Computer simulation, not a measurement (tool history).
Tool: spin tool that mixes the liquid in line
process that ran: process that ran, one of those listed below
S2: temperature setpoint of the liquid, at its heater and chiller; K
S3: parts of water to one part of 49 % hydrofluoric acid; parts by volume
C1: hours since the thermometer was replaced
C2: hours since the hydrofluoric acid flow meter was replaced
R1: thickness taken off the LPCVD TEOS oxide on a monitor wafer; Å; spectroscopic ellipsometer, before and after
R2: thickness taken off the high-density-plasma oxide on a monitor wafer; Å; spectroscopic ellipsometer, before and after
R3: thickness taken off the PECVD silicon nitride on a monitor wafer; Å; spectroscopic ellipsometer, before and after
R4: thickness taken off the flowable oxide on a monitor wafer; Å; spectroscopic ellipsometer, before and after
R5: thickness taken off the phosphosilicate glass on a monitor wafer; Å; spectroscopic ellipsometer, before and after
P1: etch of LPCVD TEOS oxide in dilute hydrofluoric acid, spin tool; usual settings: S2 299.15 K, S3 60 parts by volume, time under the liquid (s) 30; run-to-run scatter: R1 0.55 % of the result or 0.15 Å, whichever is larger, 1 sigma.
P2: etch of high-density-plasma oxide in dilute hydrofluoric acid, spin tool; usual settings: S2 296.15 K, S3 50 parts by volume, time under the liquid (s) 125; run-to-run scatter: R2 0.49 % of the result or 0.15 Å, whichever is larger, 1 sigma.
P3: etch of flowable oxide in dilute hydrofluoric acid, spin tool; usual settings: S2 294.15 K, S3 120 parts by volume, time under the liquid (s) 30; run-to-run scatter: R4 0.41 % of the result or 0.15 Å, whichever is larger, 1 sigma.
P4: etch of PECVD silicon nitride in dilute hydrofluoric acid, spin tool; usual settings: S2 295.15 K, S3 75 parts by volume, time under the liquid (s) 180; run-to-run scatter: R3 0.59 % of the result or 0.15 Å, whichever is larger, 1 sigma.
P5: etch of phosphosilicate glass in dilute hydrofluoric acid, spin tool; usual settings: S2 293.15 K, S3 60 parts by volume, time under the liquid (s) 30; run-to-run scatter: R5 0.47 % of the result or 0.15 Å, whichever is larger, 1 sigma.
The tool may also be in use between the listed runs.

{"run": 1, "day": 0.383, "process that ran": "P1", "S2": 299.15, "S3": 60, "time under the liquid (s)": 30, "C1": 995.9, "C2": 1421.4, "R1": 233.58}
{"run": 2, "day": 0.738, "process that ran": "P2", "S2": 296.15, "S3": 20, "time under the liquid (s)": 125, "C1": 1004.4, "C2": 1429.9, "R2": 349.02}
{"run": 3, "day": 1.229, "process that ran": "P4", "S2": 295.15, "S3": 75, "time under the liquid (s)": 180, "C1": 1016.2, "C2": 1441.7, "R3": 45.395}
{"run": 4, "day": 1.592, "process that ran": "P1", "S2": 291.15, "S3": 60, "time under the liquid (s)": 30, "C1": 1024.9, "C2": 1450.4, "R1": 165.71}
{"run": 5, "day": 1.888, "process that ran": "P3", "S2": 294.15, "S3": 200, "time under the liquid (s)": 30, "C1": 1032, "C2": 1457.5, "R4": 59.088}
{"run": 6, "day": 2.317, "process that ran": "P2", "S2": 296.15, "S3": 50, "time under the liquid (s)": 125, "C1": 1042.3, "C2": 1467.8, "R2": 133.74}
{"run": 7, "day": 2.788, "process that ran": "P4", "S2": 295.15, "S3": 105, "time under the liquid (s)": 180, "C1": 1053.6, "C2": 1479.1, "R3": 33.065}
{"run": 8, "day": 3.267, "process that ran": "P5", "S2": 290.15, "S3": 60, "time under the liquid (s)": 30, "C1": 1065.1, "C2": 1490.6, "R5": 420.53}
{"run": 9, "day": 3.646, "process that ran": "P5", "S2": 293.15, "S3": 60, "time under the liquid (s)": 30, "C1": 1074.2, "C2": 1499.7, "R5": 474.25}
{"run": 10, "day": 4.175, "process that ran": "P4", "S2": 295.15, "S3": 75, "time under the liquid (s)": 270, "C1": 1086.9, "C2": 1512.4, "R3": 68.142}
{"run": 11, "day": 4.617, "process that ran": "P3", "S2": 294.15, "S3": 120, "time under the liquid (s)": 15, "C1": 1097.5, "C2": 1523, "R4": 52.9}
{"run": 12, "day": 5.008, "process that ran": "P5", "S2": 293.15, "S3": 60, "time under the liquid (s)": 30, "C1": 1106.9, "C2": 1532.4, "R5": 477.68}
{"run": 13, "day": 5.312, "process that ran": "P3", "S2": 301.65, "S3": 120, "time under the liquid (s)": 30, "C1": 1114.2, "C2": 1539.7, "R4": 141.58}
{"run": 14, "day": 5.708, "process that ran": "P1", "S2": 299.15, "S3": 60, "time under the liquid (s)": 30, "C1": 1123.7, "C2": 1549.2, "R1": 230.59}
{"run": 15, "day": 6.008, "process that ran": "P1", "S2": 299.15, "S3": 105, "time under the liquid (s)": 55, "C1": 1130.9, "C2": 1556.4, "R1": 226.55}
{"day": 6.029, "done": "thermometer replaced"}
{"run": 16, "day": 6.479, "process that ran": "P2", "S2": 296.15, "S3": 50, "time under the liquid (s)": 30, "C1": 10.8, "C2": 1567.7, "R2": 31.903}
{"run": 17, "day": 7.029, "process that ran": "P1", "S2": 299.15, "S3": 60, "time under the liquid (s)": 15, "C1": 24, "C2": 1580.9, "R1": 115.49}
{"run": 18, "day": 7.567, "process that ran": "P2", "S2": 296.15, "S3": 50, "time under the liquid (s)": 125, "C1": 36.9, "C2": 1593.8, "R2": 132.73}
{"run": 19, "day": 7.983, "process that ran": "P1", "S2": 299.15, "S3": 60, "time under the liquid (s)": 30, "C1": 46.9, "C2": 1603.8, "R1": 234.04}
{"run": 20, "day": 8.425, "process that ran": "P1", "S2": 299.15, "S3": 60, "time under the liquid (s)": 45, "C1": 57.5, "C2": 1614.4, "R1": 343}

The next listed run, before its measurement:
{"run": 21, "day": 8.817, "process that ran": "P1", "S2": 299.15, "S3": 105, "time under the liquid (s)": 30, "C1": 66.9, "C2": 1623.8, "R1": "?"}

Run 21 gave R1 124.93 Å.

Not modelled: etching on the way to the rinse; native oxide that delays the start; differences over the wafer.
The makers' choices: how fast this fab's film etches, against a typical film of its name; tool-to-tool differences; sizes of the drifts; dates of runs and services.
